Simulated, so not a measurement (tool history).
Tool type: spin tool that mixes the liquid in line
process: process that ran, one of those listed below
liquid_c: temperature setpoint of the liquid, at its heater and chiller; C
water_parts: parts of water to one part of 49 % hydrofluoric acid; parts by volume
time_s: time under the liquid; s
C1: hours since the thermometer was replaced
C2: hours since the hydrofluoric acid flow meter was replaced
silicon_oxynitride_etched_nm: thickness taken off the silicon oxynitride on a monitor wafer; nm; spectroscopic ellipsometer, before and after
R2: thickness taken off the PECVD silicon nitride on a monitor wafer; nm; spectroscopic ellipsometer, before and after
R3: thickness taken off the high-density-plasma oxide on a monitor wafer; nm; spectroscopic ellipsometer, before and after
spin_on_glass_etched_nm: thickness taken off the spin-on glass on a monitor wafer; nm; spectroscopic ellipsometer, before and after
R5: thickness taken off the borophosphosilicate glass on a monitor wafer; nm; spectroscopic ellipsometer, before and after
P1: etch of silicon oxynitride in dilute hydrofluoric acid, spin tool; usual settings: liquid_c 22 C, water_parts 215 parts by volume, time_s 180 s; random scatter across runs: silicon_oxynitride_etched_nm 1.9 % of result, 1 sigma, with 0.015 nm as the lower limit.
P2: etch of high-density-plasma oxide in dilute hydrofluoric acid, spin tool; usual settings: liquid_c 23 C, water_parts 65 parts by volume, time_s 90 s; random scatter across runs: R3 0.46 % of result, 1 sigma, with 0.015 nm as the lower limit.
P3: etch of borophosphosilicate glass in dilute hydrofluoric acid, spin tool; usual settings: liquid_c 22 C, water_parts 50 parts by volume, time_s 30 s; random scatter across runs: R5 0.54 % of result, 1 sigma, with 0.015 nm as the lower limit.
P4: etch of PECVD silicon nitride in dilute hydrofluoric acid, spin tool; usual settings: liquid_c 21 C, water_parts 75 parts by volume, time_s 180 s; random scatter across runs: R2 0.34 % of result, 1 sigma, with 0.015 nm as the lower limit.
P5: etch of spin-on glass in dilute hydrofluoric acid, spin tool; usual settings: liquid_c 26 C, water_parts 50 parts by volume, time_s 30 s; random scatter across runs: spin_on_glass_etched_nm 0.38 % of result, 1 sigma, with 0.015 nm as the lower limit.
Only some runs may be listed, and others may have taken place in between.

{"run": 1, "hour": 5.1, "process": "P1", "liquid_c": 22, "water_parts": 215, "time_s": 180, "C1": 930.7, "C2": 222.4, "silicon_oxynitride_etched_nm": 1.3463}
{"run": 2, "hour": 9.2, "process": "P4", "liquid_c": 21, "water_parts": 75, "time_s": 180, "C1": 934.8, "C2": 226.5, "R2": 8.8306}
{"run": 3, "hour": 11.6, "process": "P2", "liquid_c": 23, "water_parts": 90, "time_s": 90, "C1": 937.2, "C2": 228.9, "R3": 7.4922}
{"run": 4, "hour": 16.2, "process": "P1", "liquid_c": 22, "water_parts": 215, "time_s": 40, "C1": 941.8, "C2": 233.5, "silicon_oxynitride_etched_nm": 0.2946}
{"run": 5, "hour": 19.6, "process": "P4", "liquid_c": 21, "water_parts": 75, "time_s": 330, "C1": 945.2, "C2": 236.9, "R2": 16.146}
{"run": 6, "hour": 24.2, "process": "P5", "liquid_c": 30.5, "water_parts": 50, "time_s": 30, "C1": 949.8, "C2": 241.5, "spin_on_glass_etched_nm": 40}
{"run": 7, "hour": 26.5, "process": "P1", "liquid_c": 22, "water_parts": 70, "time_s": 95, "C1": 952.1, "C2": 243.8, "silicon_oxynitride_etched_nm": 2.3598}
{"run": 8, "hour": 30.2, "process": "P1", "liquid_c": 22, "water_parts": 215, "time_s": 180, "C1": 955.8, "C2": 247.5, "silicon_oxynitride_etched_nm": 1.389}
{"run": 9, "hour": 33.7, "process": "P2", "liquid_c": 23, "water_parts": 65, "time_s": 90, "C1": 959.3, "C2": 251, "R3": 10.691}
{"run": 10, "hour": 36.6, "process": "P3", "liquid_c": 22, "water_parts": 50, "time_s": 15, "C1": 962.2, "C2": 253.9, "R5": 14.629}
{"run": 11, "hour": 40.1, "process": "P1", "liquid_c": 28.5, "water_parts": 215, "time_s": 40, "C1": 965.7, "C2": 257.4, "silicon_oxynitride_etched_nm": 0.40658}
{"run": 12, "hour": 43.4, "process": "P1", "liquid_c": 26, "water_parts": 215, "time_s": 180, "C1": 969, "C2": 260.7, "silicon_oxynitride_etched_nm": 1.5805}
{"run": 13, "hour": 46.5, "process": "P1", "liquid_c": 22, "water_parts": 330, "time_s": 180, "C1": 972.1, "C2": 263.8, "silicon_oxynitride_etched_nm": 0.81683}
{"run": 14, "hour": 50.8, "process": "P4", "liquid_c": 17, "water_parts": 75, "time_s": 180, "C1": 976.4, "C2": 268.1, "R2": 6.7021}
{"run": 15, "hour": 54.1, "process": "P5", "liquid_c": 26, "water_parts": 85, "time_s": 30, "C1": 979.7, "C2": 271.4, "spin_on_glass_etched_nm": 18.794}
{"run": 16, "hour": 58.2, "process": "P3", "liquid_c": 22, "water_parts": 50, "time_s": 30, "C1": 983.8, "C2": 275.5, "R5": 28.801}
{"hour": 60.4, "done": "hydrofluoric acid flow meter replaced"}
{"run": 17, "hour": 62.4, "process": "P1", "liquid_c": 22, "water_parts": 215, "time_s": 295, "C1": 988, "C2": 2, "silicon_oxynitride_etched_nm": 2.1641}
{"run": 18, "hour": 65.2, "process": "P5", "liquid_c": 26, "water_parts": 50, "time_s": 15, "C1": 990.8, "C2": 4.8, "spin_on_glass_etched_nm": 16.653}
{"run": 19, "hour": 68.3, "process": "P1", "liquid_c": 22, "water_parts": 215, "time_s": 180, "C1": 993.9, "C2": 7.9, "silicon_oxynitride_etched_nm": 1.3148}
{"run": 20, "hour": 72.5, "process": "P2", "liquid_c": 23, "water_parts": 65, "time_s": 90, "C1": 998.1, "C2": 12.1, "R3": 10.659}
{"run": 21, "hour": 76.3, "process": "P2", "liquid_c": 23, "water_parts": 65, "time_s": 30, "C1": 1001.9, "C2": 15.9, "R3": 3.5668}
{"run": 22, "hour": 78.6, "process": "P1", "liquid_c": 22, "water_parts": 105, "time_s": 290, "C1": 1004.2, "C2": 18.2, "silicon_oxynitride_etched_nm": 4.7345}
{"run": 23, "hour": 82.9, "process": "P3", "liquid_c": 17, "water_parts": 50, "time_s": 30, "C1": 1008.5, "C2": 22.5, "R5": 23.457}
{"run": 24, "hour": 85.4, "process": "P1", "liquid_c": 22, "water_parts": 125, "time_s": 180, "C1": 1011, "C2": 25, "silicon_oxynitride_etched_nm": 2.4964}
{"run": 25, "hour": 88.3, "process": "P3", "liquid_c": 22, "water_parts": 30, "time_s": 30, "C1": 1013.9, "C2": 27.9, "R5": 49.701}
{"run": 26, "hour": 92.3, "process": "P5", "liquid_c": 26, "water_parts": 50, "time_s": 30, "C1": 1017.9, "C2": 31.9, "spin_on_glass_etched_nm": 33.502}
{"run": 27, "hour": 96.7, "process": "P2", "liquid_c": 19, "water_parts": 65, "time_s": 90, "C1": 1022.3, "C2": 36.3, "R3": 9.0804}

Run 28, settings as shown, results not yet in. Your forecast:
{"run": 28, "hour": 100.2, "process": "P1", "liquid_c": 17, "water_parts": 215, "time_s": 180, "C1": 1025.8, "C2": 39.8, "silicon_oxynitride_etched_nm": "?"}

{"run 28": {"silicon_oxynitride_etched_nm": 1.0957}}

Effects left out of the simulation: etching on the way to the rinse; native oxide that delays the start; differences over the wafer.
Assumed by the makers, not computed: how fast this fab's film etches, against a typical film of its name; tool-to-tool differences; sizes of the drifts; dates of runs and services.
